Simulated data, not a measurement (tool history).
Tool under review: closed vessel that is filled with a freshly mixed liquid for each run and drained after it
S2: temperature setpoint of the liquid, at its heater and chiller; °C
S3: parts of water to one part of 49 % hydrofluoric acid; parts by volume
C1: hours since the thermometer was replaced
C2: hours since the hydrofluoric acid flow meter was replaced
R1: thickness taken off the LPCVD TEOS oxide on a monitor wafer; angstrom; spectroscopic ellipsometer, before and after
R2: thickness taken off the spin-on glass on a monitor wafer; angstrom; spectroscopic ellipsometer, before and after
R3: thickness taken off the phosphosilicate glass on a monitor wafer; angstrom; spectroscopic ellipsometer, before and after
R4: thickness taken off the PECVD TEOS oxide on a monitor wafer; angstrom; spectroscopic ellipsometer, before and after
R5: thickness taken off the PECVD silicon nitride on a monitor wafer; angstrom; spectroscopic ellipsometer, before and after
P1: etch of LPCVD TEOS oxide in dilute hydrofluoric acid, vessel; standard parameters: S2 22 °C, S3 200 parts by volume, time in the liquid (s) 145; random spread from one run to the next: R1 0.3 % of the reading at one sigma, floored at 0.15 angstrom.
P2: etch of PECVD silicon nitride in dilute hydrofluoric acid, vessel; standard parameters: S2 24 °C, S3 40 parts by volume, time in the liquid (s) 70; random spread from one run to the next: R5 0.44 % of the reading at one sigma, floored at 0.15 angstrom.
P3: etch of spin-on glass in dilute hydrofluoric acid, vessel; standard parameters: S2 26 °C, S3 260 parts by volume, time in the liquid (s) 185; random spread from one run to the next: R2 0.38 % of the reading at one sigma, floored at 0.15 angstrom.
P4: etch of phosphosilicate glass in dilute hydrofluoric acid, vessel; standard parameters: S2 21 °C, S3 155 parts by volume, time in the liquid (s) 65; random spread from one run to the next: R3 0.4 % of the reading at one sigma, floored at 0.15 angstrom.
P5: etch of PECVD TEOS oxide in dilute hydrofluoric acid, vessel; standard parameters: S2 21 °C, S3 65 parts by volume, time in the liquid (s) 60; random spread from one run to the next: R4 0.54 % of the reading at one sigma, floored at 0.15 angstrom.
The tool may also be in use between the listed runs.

{"run": 1, "hour": 12.6, "process that ran": "P1", "S2": 22, "S3": 200, "time in the liquid (s)": 145, "C1": 597.7, "C2": 471.6, "R1": 338.3}
{"run": 2, "hour": 20.6, "process that ran": "P1", "S2": 17, "S3": 200, "time in the liquid (s)": 145, "C1": 605.7, "C2": 479.6, "R1": 276.91}
{"run": 3, "hour": 28.1, "process that ran": "P1", "S2": 22, "S3": 200, "time in the liquid (s)": 145, "C1": 613.2, "C2": 487.1, "R1": 335.43}
{"run": 4, "hour": 38.6, "process that ran": "P3", "S2": 26, "S3": 100, "time in the liquid (s)": 185, "C1": 623.7, "C2": 497.6, "R2": 707.55}
{"run": 5, "hour": 51.0, "process that ran": "P4", "S2": 21, "S3": 155, "time in the liquid (s)": 65, "C1": 636.1, "C2": 510, "R3": 238.79}
{"run": 6, "hour": 65.9, "process that ran": "P1", "S2": 22, "S3": 200, "time in the liquid (s)": 30, "C1": 651, "C2": 524.9, "R1": 69.795}
{"run": 7, "hour": 77.8, "process that ran": "P1", "S2": 22, "S3": 100, "time in the liquid (s)": 145, "C1": 662.9, "C2": 536.8, "R1": 748.69}
{"run": 8, "hour": 91.8, "process that ran": "P1", "S2": 18.5, "S3": 200, "time in the liquid (s)": 220, "C1": 676.9, "C2": 550.8, "R1": 445.27}
{"run": 9, "hour": 102.4, "process that ran": "P4", "S2": 21, "S3": 50, "time in the liquid (s)": 65, "C1": 687.5, "C2": 561.4, "R3": 834.3}
{"run": 10, "hour": 117.0, "process that ran": "P5", "S2": 21, "S3": 65, "time in the liquid (s)": 30, "C1": 702.1, "C2": 576, "R4": 48.676}
{"run": 11, "hour": 132.3, "process that ran": "P3", "S2": 30, "S3": 260, "time in the liquid (s)": 185, "C1": 717.4, "C2": 591.3, "R2": 257.14}
{"run": 12, "hour": 147.1, "process that ran": "P5", "S2": 21, "S3": 105, "time in the liquid (s)": 60, "C1": 732.2, "C2": 606.1, "R4": 57.161}
{"run": 13, "hour": 157.3, "process that ran": "P1", "S2": 22, "S3": 200, "time in the liquid (s)": 145, "C1": 742.4, "C2": 616.3, "R1": 338.5}
{"run": 14, "hour": 165.4, "process that ran": "P5", "S2": 27, "S3": 65, "time in the liquid (s)": 60, "C1": 750.5, "C2": 624.4, "R4": 125.3}
{"run": 15, "hour": 178.0, "process that ran": "P2", "S2": 17, "S3": 40, "time in the liquid (s)": 70, "C1": 763.1, "C2": 637, "R5": 32.95}
{"run": 16, "hour": 187.3, "process that ran": "P1", "S2": 29.5, "S3": 200, "time in the liquid (s)": 145, "C1": 772.4, "C2": 646.3, "R1": 441.68}
{"run": 17, "hour": 200.0, "process that ran": "P2", "S2": 24, "S3": 40, "time in the liquid (s)": 120, "C1": 785.1, "C2": 659, "R5": 91.765}
{"run": 18, "hour": 211.6, "process that ran": "P1", "S2": 22, "S3": 335, "time in the liquid (s)": 145, "C1": 796.7, "C2": 670.6, "R1": 176.46}
{"run": 19, "hour": 224.8, "process that ran": "P3", "S2": 26, "S3": 260, "time in the liquid (s)": 185, "C1": 809.9, "C2": 683.8, "R2": 225.34}
{"run": 20, "hour": 234.0, "process that ran": "P3", "S2": 26, "S3": 260, "time in the liquid (s)": 80, "C1": 819.1, "C2": 693, "R2": 98.263}
{"run": 21, "hour": 243.4, "process that ran": "P5", "S2": 21, "S3": 65, "time in the liquid (s)": 60, "C1": 828.5, "C2": 702.4, "R4": 96.654}
{"run": 22, "hour": 254.1, "process that ran": "P1", "S2": 22, "S3": 200, "time in the liquid (s)": 225, "C1": 839.2, "C2": 713.1, "R1": 521.33}
{"run": 23, "hour": 265.1, "process that ran": "P1", "S2": 22, "S3": 200, "time in the liquid (s)": 145, "C1": 850.2, "C2": 724.1, "R1": 336.85}
{"run": 24, "hour": 275.7, "process that ran": "P1", "S2": 22, "S3": 200, "time in the liquid (s)": 145, "C1": 860.8, "C2": 734.7, "R1": 338.47}
{"run": 25, "hour": 290.6, "process that ran": "P4", "S2": 29, "S3": 155, "time in the liquid (s)": 65, "C1": 875.7, "C2": 749.6, "R3": 323.41}
{"run": 26, "hour": 301.0, "process that ran": "P2", "S2": 24, "S3": 40, "time in the liquid (s)": 70, "C1": 886.1, "C2": 760, "R5": 53.802}
{"run": 27, "hour": 310.0, "process that ran": "P5", "S2": 21, "S3": 65, "time in the liquid (s)": 60, "C1": 895.1, "C2": 769, "R4": 98.5}
{"run": 28, "hour": 323.9, "process that ran": "P2", "S2": 24, "S3": 60, "time in the liquid (s)": 70, "C1": 909, "C2": 782.9, "R5": 35.96}
{"run": 29, "hour": 335.3, "process that ran": "P4", "S2": 21, "S3": 155, "time in the liquid (s)": 30, "C1": 920.4, "C2": 794.3, "R3": 110.34}
{"run": 30, "hour": 346.7, "process that ran": "P1", "S2": 22, "S3": 200, "time in the liquid (s)": 145, "C1": 931.8, "C2": 805.7, "R1": 337.15}
{"run": 31, "hour": 353.7, "process that ran": "P1", "S2": 22, "S3": 200, "time in the liquid (s)": 145, "C1": 938.8, "C2": 812.7, "R1": 341.26}
{"run": 32, "hour": 367.4, "process that ran": "P1", "S2": 22, "S3": 200, "time in the liquid (s)": 145, "C1": 952.5, "C2": 826.4, "R1": 346.16}
{"run": 33, "hour": 374.7, "process that ran": "P1", "S2": 22, "S3": 200, "time in the liquid (s)": 145, "C1": 959.8, "C2": 833.7, "R1": 348.49}
{"run": 34, "hour": 389.6, "process that ran": "P1", "S2": 22, "S3": 200, "time in the liquid (s)": 145, "C1": 974.7, "C2": 848.6, "R1": 351.87}
{"run": 35, "hour": 397.9, "process that ran": "P1", "S2": 22, "S3": 200, "time in the liquid (s)": 145, "C1": 983, "C2": 856.9, "R1": 352.65}
{"run": 36, "hour": 412.1, "process that ran": "P1", "S2": 22, "S3": 200, "time in the liquid (s)": 145, "C1": 997.2, "C2": 871.1, "R1": 353.01}
{"run": 37, "hour": 426.4, "process that ran": "P1", "S2": 22, "S3": 200, "time in the liquid (s)": 145, "C1": 1011.5, "C2": 885.4, "R1": 352.04}
{"run": 38, "hour": 435.7, "process that ran": "P1", "S2": 22, "S3": 200, "time in the liquid (s)": 145, "C1": 1020.8, "C2": 894.7, "R1": 351.67}
{"run": 39, "hour": 450.1, "process that ran": "P1", "S2": 22, "S3": 200, "time in the liquid (s)": 145, "C1": 1035.2, "C2": 909.1, "R1": 354.89}
{"run": 40, "hour": 464.8, "process that ran": "P1", "S2": 22, "S3": 200, "time in the liquid (s)": 145, "C1": 1049.9, "C2": 923.8, "R1": 355.9}

P1 no longer gives what it gave before; its output has crept away from where it was. The following 2 causes, each at its listed size, fit the log equally well:
A: hydrofluoric acid flow above the setpoint (%) = 4.5
B: liquid hotter than its thermometer reads (K) = 1.42
The onset of the drift is placed at about hour 346.7.

The check runs listed below each take one wafer, and their results are still question marks. Under which run would the listed causes lead to clearly different results?
{"run": "check 1", "hour": 479.5, "process that ran": "P3", "S2": 26, "S3": 260, "time in the liquid (s)": 185, "R2": "?"}
{"run": "check 2", "hour": 479.5, "process that ran": "P5", "S2": 21, "S3": 65, "time in the liquid (s)": 60, "R4": "?"}
{"run": "check 3", "hour": 479.5, "process that ran": "P2", "S2": 24, "S3": 40, "time in the liquid (s)": 70, "R5": "?"}
{"run": "check 4", "hour": 479.5, "process that ran": "P4", "S2": 21, "S3": 155, "time in the liquid (s)": 65, "R3": "?"}

Expected result of each check under each candidate cause:
check=check_1 result=R2 if_A=238.71 if_B=237.05
check=check_2 result=R4 if_A=101.88 if_B=103.05
check=check_3 result=R5 if_A=56.03 if_B=59.076
check=check_4 result=R3 if_A=251.31 if_B=252.39
Gap, in per cent, between the two causes that each check separates least, read from the result that separates them most: check 1 0.7 %; check 2 1.14 %; check 3 5.29 %; check 4 0.43 %
Of the check runs offered, only check 3 discriminates between the causes; the rest would read about the same regardless of which cause applies.

Check 3 has now been run. It gave: R5 56.389 angstrom. Which of the candidate causes is it?

It is A: hydrofluoric acid flow above the setpoint (%).

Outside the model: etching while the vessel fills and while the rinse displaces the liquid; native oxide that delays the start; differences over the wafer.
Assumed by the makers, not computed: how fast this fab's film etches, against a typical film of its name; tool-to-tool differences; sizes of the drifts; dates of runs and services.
